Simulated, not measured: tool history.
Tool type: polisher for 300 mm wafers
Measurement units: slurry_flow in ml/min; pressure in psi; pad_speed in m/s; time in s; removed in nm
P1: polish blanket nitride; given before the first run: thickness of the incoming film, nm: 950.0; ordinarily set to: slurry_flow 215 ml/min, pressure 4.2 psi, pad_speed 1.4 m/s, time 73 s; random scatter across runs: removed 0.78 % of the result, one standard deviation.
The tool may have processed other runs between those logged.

run	hour	slurry_flow	pressure	pad_speed	time	wafers polished on this pad	hours since the slurry nozzle was cleaned	hours since the head pressure was calibrated	removed
1	15.5	215	4.2	1.4	73	233	167.6	206.6	171.88
2	32	215	4.2	1.4	73	350	184.1	223.1	171.42
3	42.6	215	6.2	1.4	33	425	194.7	233.7	114.63
4	55.2	215	4.2	1.4	33	515	207.3	246.3	77.664
5	72.9	215	5.8	1.4	73	641	225	264	236.88
6	89.2	215	4.2	0.66	73	757	241.3	280.3	95.801
7	98.9	215	4.2	1.4	73	826	251	290	170.74
8	113.4	215	4.2	2.16	73	929	265.5	304.5	245.07
9	122.7	215	4.2	1.4	107	996	274.8	313.8	254.44
10	132	130	4.2	1.4	73	1062	284.1	323.1	158.37
11	141.4	335	4.2	1.4	73	1129	293.5	332.5	180.99
12	152.6	215	4.2	1.4	73	1208	304.7	343.7	173.27
13	165.6	215	4.2	1.4	73	1301	317.7	356.7	170.63
14	177.3	215	1.9	1.4	73	1384	329.4	368.4	77.539
15	194.2	215	4.2	1.4	73	1505	346.3	385.3	170.64
16	206.2	215	4.2	1.4	73	1590	358.3	397.3	167.71
17	214.6	215	4.2	1.4	73	1650	366.7	405.7	164.1
18	226.6	215	4.2	1.4	73	1735	378.7	417.7	162.09
19	243.3	215	4.2	1.4	73	1854	395.4	434.4	162.85
# hour 254.3: worn pad replaced by a new one
20	260.3	215	4.2	1.4	73	43	412.4	451.4	162.84
21	274.7	215	4.2	1.4	73	145	426.8	465.8	159.52
22	283	215	4.2	1.4	73	204	435.1	474.1	159.81
23	299.9	215	4.2	1.4	73	325	452	491	157.37

The output of P1 has drifted from where it used to be. Each of the 2 causes below, taken at the size shown beside it, accounts for the log equally well:
A: head's pressure below its setpoint, % = 7.3
B: slurry flow missing at the pad, % = 38.5
The process output started creeping at around hour 194.2.
The rest of the possible causes, and what rules out each one:
removal rate lost through wear of the pad, %: work on it at hour 254.3, done after the drift set in, did not restore what the process gave before

The 4 check runs listed below each average the results of 5 wafers, and their outcomes are marked with question marks. Under which run would the listed causes produce clearly different results?
check 1	316.8	215	5.8	1.4	92				?
check 2	316.8	215	4.2	1.94	40				?
check 3	316.8	215	5.8	1.4	100				?
check 4	316.8	335	4.2	1.4	73				?

If the cause were each of the candidates in turn, the checks would give the following:
check	result	if A	if B
check 1	removed	277.14	277.11
check 2	removed	113.27	113.26
check 3	removed	301.24	301.21
check 4	removed	166.5	170.86
Gap, in per cent, between the two causes that each check separates least, read from the result that separates them most: check 1 0.01 %; check 2 0.01 %; check 3 0.01 %; check 4 2.59 %
Check 4 distinguishes between the causes, while the remaining checks would return nearly the same result for all of them.

The results of check 4 are: removed 166.65 nm. Based on these, which of the listed causes is it?

The cause is A: head's pressure below its setpoint, %.

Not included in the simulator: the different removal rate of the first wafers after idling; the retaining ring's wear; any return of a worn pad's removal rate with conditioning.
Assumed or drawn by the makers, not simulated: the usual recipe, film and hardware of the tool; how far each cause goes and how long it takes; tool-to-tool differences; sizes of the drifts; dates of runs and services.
